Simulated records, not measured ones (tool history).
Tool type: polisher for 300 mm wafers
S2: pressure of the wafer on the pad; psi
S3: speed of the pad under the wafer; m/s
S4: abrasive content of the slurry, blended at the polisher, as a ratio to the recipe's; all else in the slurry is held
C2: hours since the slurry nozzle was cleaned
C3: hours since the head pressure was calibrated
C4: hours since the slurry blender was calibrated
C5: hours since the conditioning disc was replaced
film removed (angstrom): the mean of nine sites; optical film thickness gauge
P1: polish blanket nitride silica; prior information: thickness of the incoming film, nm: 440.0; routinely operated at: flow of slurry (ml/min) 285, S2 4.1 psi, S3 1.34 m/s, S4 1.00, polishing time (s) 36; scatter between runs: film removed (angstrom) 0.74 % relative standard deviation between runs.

{"run": 1, "hour": 12.2, "flow of slurry (ml/min)": 285, "S2": 4.1, "S3": 1.34, "S4": 1.0, "polishing time (s)": 36, "wafers polished on this pad": 837, "C2": 180.2, "C3": 825.3, "C4": 195.6, "C5": 103.0, "film removed (angstrom)": 306.81}
{"run": 2, "hour": 25.9, "flow of slurry (ml/min)": 285, "S2": 4.1, "S3": 1.34, "S4": 1.0, "polishing time (s)": 55, "wafers polished on this pad": 966, "C2": 193.9, "C3": 839.0, "C4": 209.3, "C5": 116.7, "film removed (angstrom)": 471.06}
{"run": 3, "hour": 36.6, "flow of slurry (ml/min)": 285, "S2": 3.1, "S3": 0.84, "S4": 1.0, "polishing time (s)": 36, "wafers polished on this pad": 1067, "C2": 204.6, "C3": 849.7, "C4": 220.0, "C5": 127.4, "film removed (angstrom)": 156.66}
{"run": 4, "hour": 46.6, "flow of slurry (ml/min)": 285, "S2": 4.1, "S3": 1.34, "S4": 1.0, "polishing time (s)": 36, "wafers polished on this pad": 1161, "C2": 214.6, "C3": 859.7, "C4": 230.0, "C5": 137.4, "film removed (angstrom)": 308.11}
{"run": 5, "hour": 61.4, "flow of slurry (ml/min)": 285, "S2": 4.1, "S3": 1.34, "S4": 0.55, "polishing time (s)": 36, "wafers polished on this pad": 1301, "C2": 229.4, "C3": 874.5, "C4": 244.8, "C5": 152.2, "film removed (angstrom)": 222.41}
{"run": 6, "hour": 72.0, "flow of slurry (ml/min)": 285, "S2": 4.1, "S3": 0.72, "S4": 1.0, "polishing time (s)": 36, "wafers polished on this pad": 1401, "C2": 240.0, "C3": 885.1, "C4": 255.4, "C5": 162.8, "film removed (angstrom)": 184.74}
{"run": 7, "hour": 86.6, "flow of slurry (ml/min)": 170, "S2": 4.1, "S3": 1.34, "S4": 1.0, "polishing time (s)": 36, "wafers polished on this pad": 1538, "C2": 254.6, "C3": 899.7, "C4": 270.0, "C5": 177.4, "film removed (angstrom)": 286.27}
{"run": 8, "hour": 97.0, "flow of slurry (ml/min)": 285, "S2": 4.1, "S3": 1.34, "S4": 1.0, "polishing time (s)": 36, "wafers polished on this pad": 1636, "C2": 265.0, "C3": 910.1, "C4": 280.4, "C5": 187.8, "film removed (angstrom)": 301.33}
{"run": 9, "hour": 105.5, "flow of slurry (ml/min)": 285, "S2": 1.8, "S3": 1.34, "S4": 1.0, "polishing time (s)": 36, "wafers polished on this pad": 1717, "C2": 273.5, "C3": 918.6, "C4": 288.9, "C5": 196.3, "film removed (angstrom)": 131.37}
{"run": 10, "hour": 114.3, "flow of slurry (ml/min)": 285, "S2": 4.1, "S3": 1.34, "S4": 1.3, "polishing time (s)": 36, "wafers polished on this pad": 1799, "C2": 282.3, "C3": 927.4, "C4": 297.7, "C5": 205.1, "film removed (angstrom)": 337.36}
{"run": 11, "hour": 125.3, "flow of slurry (ml/min)": 285, "S2": 4.1, "S3": 2.06, "S4": 1.0, "polishing time (s)": 36, "wafers polished on this pad": 1903, "C2": 293.3, "C3": 938.4, "C4": 308.7, "C5": 216.1, "film removed (angstrom)": 428.8}
{"run": 12, "hour": 138.9, "flow of slurry (ml/min)": 285, "S2": 4.1, "S3": 1.34, "S4": 1.0, "polishing time (s)": 19, "wafers polished on this pad": 2031, "C2": 306.9, "C3": 952.0, "C4": 322.3, "C5": 229.7, "film removed (angstrom)": 161.15}
{"run": 13, "hour": 150.7, "flow of slurry (ml/min)": 285, "S2": 6.3, "S3": 1.34, "S4": 1.0, "polishing time (s)": 36, "wafers polished on this pad": 2143, "C2": 318.7, "C3": 963.8, "C4": 334.1, "C5": 241.5, "film removed (angstrom)": 471.63}
{"run": 14, "hour": 161.7, "flow of slurry (ml/min)": 285, "S2": 4.1, "S3": 1.34, "S4": 1.0, "polishing time (s)": 36, "wafers polished on this pad": 2246, "C2": 329.7, "C3": 974.8, "C4": 345.1, "C5": 252.5, "film removed (angstrom)": 304.38}
{"run": 15, "hour": 171.2, "flow of slurry (ml/min)": 285, "S2": 4.1, "S3": 1.34, "S4": 1.0, "polishing time (s)": 36, "wafers polished on this pad": 2336, "C2": 339.2, "C3": 984.3, "C4": 354.6, "C5": 262.0, "film removed (angstrom)": 307.89}
{"run": 16, "hour": 178.5, "flow of slurry (ml/min)": 415, "S2": 4.1, "S3": 1.34, "S4": 1.0, "polishing time (s)": 48, "wafers polished on this pad": 2405, "C2": 346.5, "C3": 991.6, "C4": 361.9, "C5": 269.3, "film removed (angstrom)": 418.21}
{"hour": 183.2, "done": "slurry blender recalibrated"}
{"run": 17, "hour": 189.0, "flow of slurry (ml/min)": 445, "S2": 4.1, "S3": 1.34, "S4": 1.0, "polishing time (s)": 36, "wafers polished on this pad": 2504, "C2": 357.0, "C3": 1002.1, "C4": 5.8, "C5": 279.8, "film removed (angstrom)": 312.38}
{"run": 18, "hour": 203.8, "flow of slurry (ml/min)": 285, "S2": 4.1, "S3": 1.34, "S4": 1.0, "polishing time (s)": 36, "wafers polished on this pad": 2643, "C2": 371.8, "C3": 1016.9, "C4": 20.6, "C5": 294.6, "film removed (angstrom)": 306.13}
{"run": 19, "hour": 212.6, "flow of slurry (ml/min)": 285, "S2": 4.1, "S3": 1.34, "S4": 1.0, "polishing time (s)": 36, "wafers polished on this pad": 2726, "C2": 380.6, "C3": 1025.7, "C4": 29.4, "C5": 303.4, "film removed (angstrom)": 302.96}
{"run": 20, "hour": 220.2, "flow of slurry (ml/min)": 285, "S2": 4.1, "S3": 1.34, "S4": 1.0, "polishing time (s)": 36, "wafers polished on this pad": 2798, "C2": 388.2, "C3": 1033.3, "C4": 37.0, "C5": 311.0, "film removed (angstrom)": 298.28}
{"run": 21, "hour": 235.3, "flow of slurry (ml/min)": 285, "S2": 4.1, "S3": 1.34, "S4": 1.0, "polishing time (s)": 36, "wafers polished on this pad": 2940, "C2": 403.3, "C3": 1048.4, "C4": 52.1, "C5": 326.1, "film removed (angstrom)": 282.35}
{"run": 22, "hour": 244.1, "flow of slurry (ml/min)": 285, "S2": 4.1, "S3": 1.34, "S4": 1.0, "polishing time (s)": 36, "wafers polished on this pad": 3023, "C2": 412.1, "C3": 1057.2, "C4": 60.9, "C5": 334.9, "film removed (angstrom)": 279.68}

The next listed run, before its measurement:
{"run": 23, "hour": 251.6, "flow of slurry (ml/min)": 285, "S2": 4.1, "S3": 1.34, "S4": 1.0, "polishing time (s)": 36, "wafers polished on this pad": 3093, "C2": 419.6, "C3": 1064.7, "C4": 68.4, "C5": 342.4, "film removed (angstrom)": "?"}

{"run 23": {"film removed (angstrom)": 272.82}}

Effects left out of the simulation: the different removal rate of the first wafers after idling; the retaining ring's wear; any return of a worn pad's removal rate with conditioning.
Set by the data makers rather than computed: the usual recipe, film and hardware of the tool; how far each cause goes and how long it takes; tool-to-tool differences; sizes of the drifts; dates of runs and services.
